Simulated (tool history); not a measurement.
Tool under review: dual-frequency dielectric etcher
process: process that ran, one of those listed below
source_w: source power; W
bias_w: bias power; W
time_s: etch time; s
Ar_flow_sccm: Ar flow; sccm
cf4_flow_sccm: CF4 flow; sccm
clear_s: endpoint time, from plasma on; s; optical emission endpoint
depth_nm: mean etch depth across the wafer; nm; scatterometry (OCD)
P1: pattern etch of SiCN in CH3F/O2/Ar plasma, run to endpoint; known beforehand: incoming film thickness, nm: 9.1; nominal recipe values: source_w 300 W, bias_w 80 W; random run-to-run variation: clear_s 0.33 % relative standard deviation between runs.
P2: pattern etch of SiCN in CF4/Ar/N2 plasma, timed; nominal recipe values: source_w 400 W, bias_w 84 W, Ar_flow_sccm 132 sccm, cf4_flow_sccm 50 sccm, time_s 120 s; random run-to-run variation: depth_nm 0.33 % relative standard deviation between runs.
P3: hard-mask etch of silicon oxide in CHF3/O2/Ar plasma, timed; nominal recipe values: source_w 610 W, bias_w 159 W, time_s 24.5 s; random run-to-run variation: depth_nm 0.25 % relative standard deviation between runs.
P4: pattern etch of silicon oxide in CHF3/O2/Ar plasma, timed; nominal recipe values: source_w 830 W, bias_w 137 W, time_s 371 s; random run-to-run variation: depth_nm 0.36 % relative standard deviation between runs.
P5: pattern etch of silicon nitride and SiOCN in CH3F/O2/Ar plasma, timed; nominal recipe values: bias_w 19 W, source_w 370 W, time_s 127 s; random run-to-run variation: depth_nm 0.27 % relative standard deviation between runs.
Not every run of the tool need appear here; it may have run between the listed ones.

| run | hour | process | source_w | bias_w | time_s | Ar_flow_sccm | cf4_flow_sccm | hours since the last wet clean | hours since the last source power generator calibration | hours since the last bias power generator calibration | clear_s | depth_nm |
|---|---|---|---|---|---|---|---|---|---|---|---|---|
| 1 | 13.2 | P1 | 300 | 80 |  |  |  | 217.1 | 898.2 | 579 | 26.244 |  |
| 2 | 21.7 | P4 | 830 | 99 | 371 |  |  | 225.6 | 906.7 | 587.5 |  | 671.51 |
| 3 | 32.7 | P3 | 610 | 226 | 24.5 |  |  | 236.6 | 917.7 | 598.5 |  | 51.741 |
| 4 | 46.5 | P1 | 300 | 80 |  |  |  | 250.4 | 931.5 | 612.3 | 26.282 |  |
| 5 | 63.5 | P2 | 400 | 102 | 120 | 132 | 50 | 267.4 | 948.5 | 629.3 |  | 95.168 |
| 6 | 81 | P2 | 400 | 84 | 120 | 132 | 71 | 284.9 | 966 | 646.8 |  | 92.035 |
| 7 | 94.6 | P2 | 400 | 84 | 120 | 132 | 50 | 298.5 | 979.6 | 660.4 |  | 88.243 |
| 8 | 109.3 | P5 | 370 | 19 | 127 |  |  | 313.2 | 994.3 | 675.1 |  | 15.497 |
| 9 | 121.8 | P3 | 610 | 159 | 17.5 |  |  | 325.7 | 1006.8 | 687.6 |  | 32.835 |
| 10 | 140.2 | P2 | 280 | 84 | 120 | 132 | 50 | 344.1 | 1025.2 | 706 |  | 64.564 |
| 11 | 157.3 | P1 | 300 | 80 |  |  |  | 361.2 | 1042.3 | 723.1 | 26.247 |  |
| 12 | 175.8 | P5 | 250 | 19 | 127 |  |  | 379.7 | 1060.8 | 741.6 |  | 13.44 |
| 13 | 186.4 | P2 | 400 | 84 | 120 | 132 | 50 | 390.3 | 1071.4 | 752.2 |  | 88.322 |
|  | 187.8 | source power generator calibrated |
| 14 | 200.5 | P5 | 370 | 19 | 127 |  |  | 404.4 | 12.7 | 766.3 |  | 15.472 |
| 15 | 216.9 | P1 | 170 | 80 |  |  |  | 420.8 | 29.1 | 782.7 | 32.404 |  |
| 16 | 232.2 | P3 | 610 | 159 | 24.5 |  |  | 436.1 | 44.4 | 798 |  | 45.737 |
| 17 | 247.1 | P5 | 370 | 19 | 72 |  |  | 451 | 59.3 | 812.9 |  | 8.7741 |
| 18 | 265.2 | P1 | 300 | 97 |  |  |  | 469.1 | 77.4 | 831 | 24.389 |  |
| 19 | 284.4 | P1 | 300 | 80 |  |  |  | 488.3 | 96.6 | 850.2 | 26.237 |  |
| 20 | 299.9 | P2 | 400 | 84 | 120 | 186 | 50 | 503.8 | 112.1 | 865.7 |  | 83.575 |
| 21 | 316.4 | P4 | 1000 | 137 | 371 |  |  | 520.3 | 128.6 | 882.2 |  | 789.47 |
| 22 | 325.3 | P3 | 730 | 159 | 24.5 |  |  | 529.2 | 137.5 | 891.1 |  | 49.326 |
| 23 | 341.8 | P1 | 380 | 49 |  |  |  | 545.7 | 154 | 907.6 | 28.642 |  |
| 24 | 350.1 | P1 | 300 | 50 |  |  |  | 554 | 162.3 | 915.9 | 30.923 |  |
| 25 | 362.4 | P5 | 370 | 24 | 127 |  |  | 566.3 | 174.6 | 928.2 |  | 17.115 |
| 26 | 374.7 | P3 | 610 | 159 | 24.5 |  |  | 578.6 | 186.9 | 940.5 |  | 46.106 |
|  | 380.8 | bias power generator calibrated |
| 27 | 383.1 | P4 | 830 | 137 | 371 |  |  | 587 | 195.3 | 2.4 |  | 738.67 |
|  | 393.4 | wet clean of the chamber |
| 28 | 402.3 | P1 | 360 | 80 |  |  |  | 8.9 | 214.5 | 21.6 | 24.493 |  |
| 29 | 417.6 | P1 | 300 | 80 |  |  |  | 24.2 | 229.8 | 36.9 | 26.178 |  |
| 30 | 434.7 | P4 | 830 | 137 | 371 |  |  | 41.3 | 246.9 | 54 |  | 740.59 |
| 31 | 452.1 | P4 | 830 | 137 | 482.5 |  |  | 58.7 | 264.3 | 71.4 |  | 961.45 |
| 32 | 460.9 | P2 | 400 | 84 | 149 | 132 | 50 | 67.5 | 273.1 | 80.2 |  | 109.37 |
| 33 | 479 | P1 | 300 | 80 |  |  |  | 85.6 | 291.2 | 98.3 | 26.164 |  |
| 34 | 493.2 | P1 | 300 | 80 |  |  |  | 99.8 | 305.4 | 112.5 | 25.919 |  |
| 35 | 511.1 | P1 | 300 | 80 |  |  |  | 117.7 | 323.3 | 130.4 | 25.944 |  |
| 36 | 521.8 | P1 | 300 | 80 |  |  |  | 128.4 | 334 | 141.1 | 25.968 |  |
| 37 | 530.6 | P1 | 300 | 80 |  |  |  | 137.2 | 342.8 | 149.9 | 25.915 |  |
| 38 | 545.6 | P1 | 300 | 80 |  |  |  | 152.2 | 357.8 | 164.9 | 25.944 |  |
|  | 549.6 | wet clean of the chamber |
| 39 | 561.1 | P1 | 300 | 80 |  |  |  | 11.6 | 373.3 | 180.4 | 25.92 |  |
| 40 | 579 | P1 | 300 | 80 |  |  |  | 29.5 | 391.2 | 198.3 | 25.743 |  |
| 41 | 592.7 | P1 | 300 | 80 |  |  |  | 43.2 | 404.9 | 212 | 25.937 |  |
| 42 | 604 | P1 | 300 | 80 |  |  |  | 54.5 | 416.2 | 223.3 | 25.793 |  |

What P1 gives has crept off from where it sat before. The 2 causes that follow fit the log equally well, each at the size noted:
A: bias power that arrives over what is set, % = 4.63
B: source power that arrives over what is set, % = 4.61
Onset of the creep was near hour 479.
Ruled out, with reasons:
chamber walls in a state that raises the etch rate, %: serviced at hour 549.6, after the drift had started, without restoring the earlier output

Below are 4 check runs, each averaged over 2 wafers, with their results shown as question marks. Which of them would give clearly different results depending on which cause is behind the drift?
| check 1 | 615.3 | P4 | 830 | 137 | 371 |  |  |  |  |  |  | ? |
| check 2 | 615.3 | P5 | 370 | 19 | 127 |  |  |  |  |  |  | ? |
| check 3 | 615.3 | P2 | 400 | 84 | 120 | 132 | 50 |  |  |  |  | ? |
| check 4 | 615.3 | P3 | 610 | 159 | 24.5 |  |  |  |  |  |  | ? |

Expected result of each check under each candidate cause:
| check | result | if A | if B |
|---|---|---|---|
| check 1 | depth_nm | 749.64 | 752.36 |
| check 2 | depth_nm | 15.78 | 15.718 |
| check 3 | depth_nm | 89.41 | 91.302 |
| check 4 | depth_nm | 46.585 | 46.701 |
Smallest distance between any two causes, each pair judged by its most separating result, in per cent: check 1 0.36 %; check 2 0.39 %; check 3 2.09 %; check 4 0.25 %
Of the check runs offered, only check 3 discriminates between the causes; the rest would read about the same regardless of which cause applies.

Then check 3 was run and gave: depth_nm 91.391 nm. Which cause is it?

The cause is B: source power that arrives over what is set, %.
